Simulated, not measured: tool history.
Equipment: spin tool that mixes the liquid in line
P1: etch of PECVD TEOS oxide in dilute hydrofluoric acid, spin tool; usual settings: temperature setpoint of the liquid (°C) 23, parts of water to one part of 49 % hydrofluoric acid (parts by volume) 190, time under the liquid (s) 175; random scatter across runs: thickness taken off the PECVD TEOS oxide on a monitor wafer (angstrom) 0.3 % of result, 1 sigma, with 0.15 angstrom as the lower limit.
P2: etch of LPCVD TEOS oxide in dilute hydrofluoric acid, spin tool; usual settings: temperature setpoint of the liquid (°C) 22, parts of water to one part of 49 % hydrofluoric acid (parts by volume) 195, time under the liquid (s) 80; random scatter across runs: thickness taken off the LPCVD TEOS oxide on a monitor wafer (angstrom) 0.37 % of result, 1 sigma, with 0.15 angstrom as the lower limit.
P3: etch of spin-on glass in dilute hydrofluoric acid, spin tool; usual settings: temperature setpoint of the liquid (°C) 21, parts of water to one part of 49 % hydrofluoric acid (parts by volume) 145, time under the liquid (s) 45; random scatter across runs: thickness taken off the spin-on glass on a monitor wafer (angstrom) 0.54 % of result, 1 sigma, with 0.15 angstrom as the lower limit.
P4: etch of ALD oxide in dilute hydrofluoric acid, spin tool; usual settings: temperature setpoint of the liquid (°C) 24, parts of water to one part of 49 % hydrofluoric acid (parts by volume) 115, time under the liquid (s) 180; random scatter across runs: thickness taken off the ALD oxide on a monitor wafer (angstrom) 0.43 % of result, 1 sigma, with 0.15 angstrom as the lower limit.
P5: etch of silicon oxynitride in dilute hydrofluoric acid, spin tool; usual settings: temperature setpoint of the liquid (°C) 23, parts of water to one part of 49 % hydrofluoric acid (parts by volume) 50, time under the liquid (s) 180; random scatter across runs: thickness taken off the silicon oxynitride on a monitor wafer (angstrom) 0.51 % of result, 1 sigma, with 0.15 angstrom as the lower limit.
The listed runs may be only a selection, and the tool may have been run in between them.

| run | day | process that ran | temperature setpoint of the liquid (°C) | parts of water to one part of 49 % hydrofluoric acid (parts by volume) | time under the liquid (s) | thickness taken off the PECVD TEOS oxide on a monitor wafer (angstrom) | thickness taken off the ALD oxide on a monitor wafer (angstrom) | thickness taken off the silicon oxynitride on a monitor wafer (angstrom) | thickness taken off the spin-on glass on a monitor wafer (angstrom) | thickness taken off the LPCVD TEOS oxide on a monitor wafer (angstrom) |
|---|---|---|---|---|---|---|---|---|---|---|
| 1 | 0.425 | P1 | 23 | 190 | 175 | 69.505 |  |  |  |  |
| 2 | 0.888 | P4 | 32 | 115 | 180 |  | 252.4 |  |  |  |
| 3 | 1.279 | P1 | 28 | 280 | 175 | 51.101 |  |  |  |  |
| 4 | 1.542 | P5 | 23 | 50 | 180 |  |  | 52.665 |  |  |
| 5 | 2.029 | P5 | 23 | 20 | 180 |  |  | 135.09 |  |  |
| 6 | 2.421 | P3 | 21 | 145 | 45 |  |  |  | 164.64 |  |
| 7 | 2.733 | P1 | 23 | 190 | 175 | 69.871 |  |  |  |  |
| 8 | 3.083 | P4 | 24 | 115 | 180 |  | 186.97 |  |  |  |
| 9 | 3.575 | P1 | 23 | 85 | 175 | 175.63 |  |  |  |  |
| 10 | 4.021 | P1 | 17 | 190 | 175 | 54.794 |  |  |  |  |
| 11 | 4.496 | P3 | 26 | 145 | 45 |  |  |  | 197.75 |  |
| 12 | 4.992 | P2 | 22 | 195 | 80 |  |  |  |  | 119.65 |
| 13 | 5.383 | P2 | 22 | 195 | 80 |  |  |  |  | 120.37 |
| 14 | 5.692 | P1 | 23 | 190 | 175 | 69.996 |  |  |  |  |
| 15 | 6.092 | P2 | 22 | 195 | 15 |  |  |  |  | 22.381 |
| 16 | 6.612 | P3 | 21 | 145 | 15 |  |  |  | 54.49 |  |
| 17 | 6.992 | P3 | 21 | 80 | 45 |  |  |  | 320.61 |  |
| 18 | 7.271 | P1 | 23 | 190 | 260 | 103.18 |  |  |  |  |
| 19 | 7.567 | P1 | 23 | 190 | 45 | 17.717 |  |  |  |  |
| 20 | 8.1 | P2 | 27.5 | 195 | 80 |  |  |  |  | 147.19 |
| 21 | 8.629 | P4 | 24 | 115 | 180 |  | 186.36 |  |  |  |
| 22 | 8.938 | P1 | 23 | 190 | 175 | 69.777 |  |  |  |  |
| 23 | 9.467 | P1 | 28.5 | 190 | 175 | 84.921 |  |  |  |  |
| 24 | 9.942 | P2 | 22 | 115 | 80 |  |  |  |  | 221.21 |
| 25 | 10.379 | P1 | 23 | 270 | 175 | 45.225 |  |  |  |  |
| 26 | 10.712 | P5 | 17 | 50 | 180 |  |  | 38.818 |  |  |
| 27 | 11.1 | P1 | 23 | 190 | 175 | 70.102 |  |  |  |  |
| 28 | 11.483 | P5 | 23 | 50 | 290 |  |  | 85.155 |  |  |
| 29 | 12.025 | P4 | 24 | 115 | 270 |  | 281.98 |  |  |  |
| 30 | 12.342 | P4 | 24 | 35 | 180 |  | 678.11 |  |  |  |
| 31 | 12.692 | P5 | 23 | 50 | 180 |  |  | 53.653 |  |  |
| 32 | 12.929 | P1 | 23 | 190 | 175 | 69.833 |  |  |  |  |
| 33 | 13.338 | P1 | 23 | 190 | 175 | 67.895 |  |  |  |  |
| 34 | 13.825 | P1 | 23 | 190 | 175 | 66.439 |  |  |  |  |
| 35 | 14.242 | P1 | 23 | 190 | 175 | 65.977 |  |  |  |  |
| 36 | 14.567 | P1 | 23 | 190 | 175 | 65.918 |  |  |  |  |
| 37 | 14.892 | P1 | 23 | 190 | 175 | 66.137 |  |  |  |  |
| 38 | 15.204 | P1 | 23 | 190 | 175 | 65.712 |  |  |  |  |

The log shows P1 creeping away from where it was. Any of the 2 causes listed here, at the size stated for it, fits the log just as well as the others:
A: hydrofluoric acid flow below the setpoint (%) = 4.75
B: liquid colder than its thermometer reads (K) = 1.55
The drift started at roughly day 12.929.

The list below offers 4 check runs, each averaging the results of 2 wafers, and shows each result as a question mark. For which of them would the listed causes give clearly different results?
| check 1 | 15.517 | P5 | 17.5 | 35 | 180 |  |  | ? |  |  |
| check 2 | 15.517 | P4 | 30.5 | 80 | 180 |  | ? |  |  |  |
| check 3 | 15.517 | P3 | 25.5 | 145 | 45 |  |  |  | ? |  |
| check 4 | 15.517 | P2 | 27 | 195 | 80 |  |  |  |  | ? |

What each check would give under each cause:
| check | result | if A | if B |
|---|---|---|---|
| check 1 | thickness taken off the silicon oxynitride on a monitor wafer (angstrom) | 55.093 | 53.414 |
| check 2 | thickness taken off the ALD oxide on a monitor wafer (angstrom) | 342.22 | 340.6 |
| check 3 | thickness taken off the spin-on glass on a monitor wafer (angstrom) | 184.9 | 184.57 |
| check 4 | thickness taken off the LPCVD TEOS oxide on a monitor wafer (angstrom) | 135.65 | 136.16 |
Per check, the gap between the least separated pair of causes, taken in the result that splits them most: check 1 3.1 %; check 2 0.47 %; check 3 0.18 %; check 4 0.37 %
Only check 1 tells the causes apart: in the others they would give nearly the same result.

With check 1 done, the readings were: thickness taken off the silicon oxynitride on a monitor wafer (angstrom) 53.432. Identify which of the listed causes applies.

B is the cause: liquid colder than its thermometer reads (K).
